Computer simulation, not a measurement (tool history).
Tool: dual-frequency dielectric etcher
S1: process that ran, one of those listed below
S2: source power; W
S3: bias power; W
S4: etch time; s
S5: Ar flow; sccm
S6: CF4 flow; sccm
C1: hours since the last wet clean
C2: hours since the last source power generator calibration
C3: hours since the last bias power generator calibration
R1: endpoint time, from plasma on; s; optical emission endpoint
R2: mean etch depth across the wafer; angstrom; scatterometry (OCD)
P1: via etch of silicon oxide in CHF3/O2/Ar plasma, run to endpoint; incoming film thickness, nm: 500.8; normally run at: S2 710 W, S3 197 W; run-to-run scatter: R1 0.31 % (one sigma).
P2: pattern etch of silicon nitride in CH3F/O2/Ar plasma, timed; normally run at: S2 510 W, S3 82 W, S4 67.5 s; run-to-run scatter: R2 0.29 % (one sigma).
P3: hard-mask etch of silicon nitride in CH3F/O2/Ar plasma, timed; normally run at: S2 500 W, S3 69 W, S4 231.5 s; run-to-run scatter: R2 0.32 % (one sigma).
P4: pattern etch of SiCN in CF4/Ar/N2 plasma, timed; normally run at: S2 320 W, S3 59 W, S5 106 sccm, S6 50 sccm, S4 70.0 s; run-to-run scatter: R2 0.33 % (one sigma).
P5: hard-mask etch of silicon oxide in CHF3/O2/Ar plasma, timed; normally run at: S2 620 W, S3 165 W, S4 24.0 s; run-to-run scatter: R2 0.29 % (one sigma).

run   hour  S1   S2   S3     S4   S5  S6     C1      C2      C3      R1       R2
  1   10.8  P1  710  197                  209.6  1718.2  1920.7  242.90
  2   21.6  P2  510   82   67.5           220.4  1729.0  1931.5           525.64
  3   32.8  P1  710  197                  231.6  1740.2  1942.7  243.39
  4   43.6  P4  320   59   70.0   83  50  242.4  1751.0  1953.5           404.40
  5   57.2  P5  620  197   24.0           256.0  1764.6  1967.1           497.92
  6   64.6  P5  620  165   30.5           263.4  1772.0  1974.5           594.36
  7   72.3  P5  620  165   24.0           271.1  1779.7  1982.2           470.30
  8   80.3  P1  710  197                  279.1  1787.7  1990.2  242.75
  9   92.4  P1  550  197                  291.2  1799.8  2002.3  267.01
 10  102.0  P1  930  197                  300.8  1809.4  2011.9  219.87
 11  113.2  P2  510   54   67.5           312.0  1820.6  2023.1           457.52
 12  125.3  P3  500   69  231.5           324.1  1832.7  2035.2          1730.80
 13  138.7  P2  510   82   67.5           337.5  1846.1  2048.6           527.80
 14  150.9  P1  710  197                  349.7  1858.3  2060.8  242.94
 15  162.6  P5  620  165   24.0           361.4  1870.0  2072.5           469.92
 16  171.1  P1  710  116                  369.9  1878.5  2081.0  286.29
 17  182.8  P1  710  197                  381.6  1890.2  2092.7  242.89
 18  194.8  P2  510   82   48.5           393.6  1902.2  2104.7           378.89
 19  204.0  P4  320   59   70.0  106  50  402.8  1911.4  2113.9           387.09
 20  210.1  P4  230   59   70.0  106  50  408.9  1917.5  2120.0           290.51
 21  219.6  P4  320   40   70.0  106  50  418.4  1927.0  2129.5           339.61
 22  226.0  P1  710  197                  424.8  1933.4  2135.9  242.18
 23  237.1  P3  610   69  231.5           435.9  1944.5  2147.0          1860.50
 24  248.6  P4  320   59   70.0  106  50  447.4  1956.0  2158.5           387.26
 25  258.9  P5  370  165   24.0           457.7  1966.3  2168.8           385.78
 26  271.3  P3  500   97  231.5           470.1  1978.7  2181.2          1942.40
 27  282.8  P2  700   82   67.5           481.6  1990.2  2192.7           596.07
 28  291.6  P1  920  253                  490.4  1999.0  2201.5  202.75
 29  302.6  P4  320   59   40.0  106  50  501.4  2010.0  2212.5           221.52
 30  310.3  P4  320   59   70.0  106  62  509.1  2017.7  2220.2           398.46
 31  324.4  P1  710  262                  523.2  2031.8  2234.3  220.06

Forecast run 32:
 32  330.5  P1  710  197              529.3  2037.9  2240.4   ?

R1: 243.25 s
